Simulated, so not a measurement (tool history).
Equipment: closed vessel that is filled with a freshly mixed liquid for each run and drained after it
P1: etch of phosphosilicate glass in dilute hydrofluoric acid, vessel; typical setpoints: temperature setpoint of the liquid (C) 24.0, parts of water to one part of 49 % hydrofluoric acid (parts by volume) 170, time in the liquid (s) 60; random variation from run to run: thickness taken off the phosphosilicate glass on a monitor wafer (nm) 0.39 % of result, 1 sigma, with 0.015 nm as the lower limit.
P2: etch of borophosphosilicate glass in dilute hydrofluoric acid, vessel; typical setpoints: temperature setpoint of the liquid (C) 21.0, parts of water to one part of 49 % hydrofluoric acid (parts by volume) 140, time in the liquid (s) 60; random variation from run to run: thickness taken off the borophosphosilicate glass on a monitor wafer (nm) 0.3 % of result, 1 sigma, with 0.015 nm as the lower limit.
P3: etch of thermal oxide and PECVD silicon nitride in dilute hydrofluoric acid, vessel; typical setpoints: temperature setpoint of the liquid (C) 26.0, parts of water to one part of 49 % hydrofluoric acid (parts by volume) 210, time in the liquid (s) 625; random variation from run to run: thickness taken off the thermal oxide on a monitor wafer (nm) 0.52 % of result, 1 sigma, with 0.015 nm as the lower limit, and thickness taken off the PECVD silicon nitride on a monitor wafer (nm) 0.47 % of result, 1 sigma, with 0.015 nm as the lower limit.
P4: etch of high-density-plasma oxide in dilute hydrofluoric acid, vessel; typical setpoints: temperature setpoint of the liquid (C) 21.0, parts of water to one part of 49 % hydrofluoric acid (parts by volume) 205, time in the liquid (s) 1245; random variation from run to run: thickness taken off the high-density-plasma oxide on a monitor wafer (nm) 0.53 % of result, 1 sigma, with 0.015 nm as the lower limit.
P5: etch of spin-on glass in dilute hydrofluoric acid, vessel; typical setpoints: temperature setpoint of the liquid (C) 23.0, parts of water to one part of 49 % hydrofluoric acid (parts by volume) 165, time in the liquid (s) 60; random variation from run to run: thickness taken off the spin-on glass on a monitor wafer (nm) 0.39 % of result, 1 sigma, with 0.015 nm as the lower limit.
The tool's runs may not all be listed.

run	hour	process that ran	temperature setpoint of the liquid (C)	parts of water to one part of 49 % hydrofluoric acid (parts by volume)	time in the liquid (s)	thickness taken off the phosphosilicate glass on a monitor wafer (nm)	thickness taken off the high-density-plasma oxide on a monitor wafer (nm)	thickness taken off the spin-on glass on a monitor wafer (nm)	thickness taken off the thermal oxide on a monitor wafer (nm)	thickness taken off the PECVD silicon nitride on a monitor wafer (nm)	thickness taken off the borophosphosilicate glass on a monitor wafer (nm)
1	3.6	P1	24.0	170	60	19.4260					
2	6.6	P4	17.0	205	1245		20.850				
3	10.3	P4	21.0	205	2450		47.635				
4	12.6	P5	23.0	165	95			35.722			
5	15.4	P5	23.0	165	60			22.674			
6	20.0	P5	23.0	165	60			22.742			
7	22.6	P3	19.0	210	625				10.6590	10.7820	
8	27.9	P2	21.0	140	120						20.537
9	33.2	P1	24.0	265	30	5.7095					
10	37.2	P1	24.0	170	60	19.5110					
11	42.5	P5	28.0	165	60			27.244			
12	45.2	P3	26.0	210	625				13.8680	16.7500	
13	47.8	P1	24.0	170	60	19.5340					
14	51.5	P2	21.0	140	60						10.275
15	54.4	P1	24.0	170	60	19.6750					
16	58.6	P4	21.0	60	1245		97.232				
17	62.6	P1	24.0	170	105	34.4650					
18	65.5	P5	23.0	260	60			12.990			
19	69.9	P2	21.0	140	60						10.296
20	75.1	P1	24.0	275	60	10.8260					
21	78.6	P1	24.0	170	60	19.6700					
22	83.3	P1	29.0	170	60	23.5560					
23	86.1	P1	18.5	170	60	15.8780					
24	91.4	P3	26.0	210	110				2.4426	2.9376	
25	96.8	P1	24.0	170	30	9.8180					
26	99.9	P2	29.0	140	60						13.938
27	103.3	P4	21.0	205	1245		24.117				
28	106.7	P3	26.0	80	625				42.6260	43.8000	
29	111.0	P1	24.0	100	60	36.1370					
30	114.2	P2	21.0	80	60						19.283
31	118.7	P4	21.0	205	1245		24.374				
32	121.9	P1	28.5	170	30	11.5300					
33	125.8	P1	24.0	170	60	19.5750					
34	129.2	P1	24.0	170	60	19.6710					
35	132.9	P1	24.0	170	60	19.5080					
36	135.3	P1	24.0	170	60	20.0350					
37	139.6	P1	24.0	170	60	20.5920					
38	143.8	P1	24.0	170	60	20.9000					
39	149.1	P1	24.0	170	60	21.1490					
40	153.7	P1	24.0	170	60	21.1950					
41	158.3	P1	24.0	170	60	21.2560					
42	161.0	P1	24.0	170	60	21.4640					
43	163.5	P1	24.0	170	60	21.2530					
44	166.7	P1	24.0	170	60	21.2870					

Something has made what P1 gives creep away from where it was; the 2 causes below, each at its own stated size, fit the log equally well:
A: liquid hotter than its thermometer reads (K) = 2.37
B: hydrofluoric acid flow above the setpoint (%) = 7.73
Creep in the process output first set in at about hour 132.9.

The check runs listed below each take one wafer, and their results are still question marks. Under which run would the listed causes lead to clearly different results?
check 1	169.9	P5	23.0	165	60			?			
check 2	169.9	P2	21.0	140	60						?
check 3	169.9	P4	21.0	205	1245		?				
check 4	169.9	P3	26.0	210	625				?	?	

How each check would come out, cause by cause:
check	result	if A	if B
check 1	thickness taken off the spin-on glass on a monitor wafer (nm)	24.752	24.703
check 2	thickness taken off the borophosphosilicate glass on a monitor wafer (nm)	11.301	11.217
check 3	thickness taken off the high-density-plasma oxide on a monitor wafer (nm)	26.479	26.484
check 4	thickness taken off the thermal oxide on a monitor wafer (nm)	15.0430	15.1550
check 4	thickness taken off the PECVD silicon nitride on a monitor wafer (nm)	19.3450	18.0290
Gap, in per cent, between the two causes that each check separates least, read from the result that separates them most: check 1 0.2 %; check 2 0.75 %; check 3 0.02 %; check 4 7.05 %
Check 4 distinguishes between the causes, while the remaining checks would return nearly the same result for all of them.

Running check 4 produced the following: thickness taken off the thermal oxide on a monitor wafer (nm) 15.0660; thickness taken off the PECVD silicon nitride on a monitor wafer (nm) 18.1830. Which one of the listed causes fits?

The cause is B: hydrofluoric acid flow above the setpoint (%).
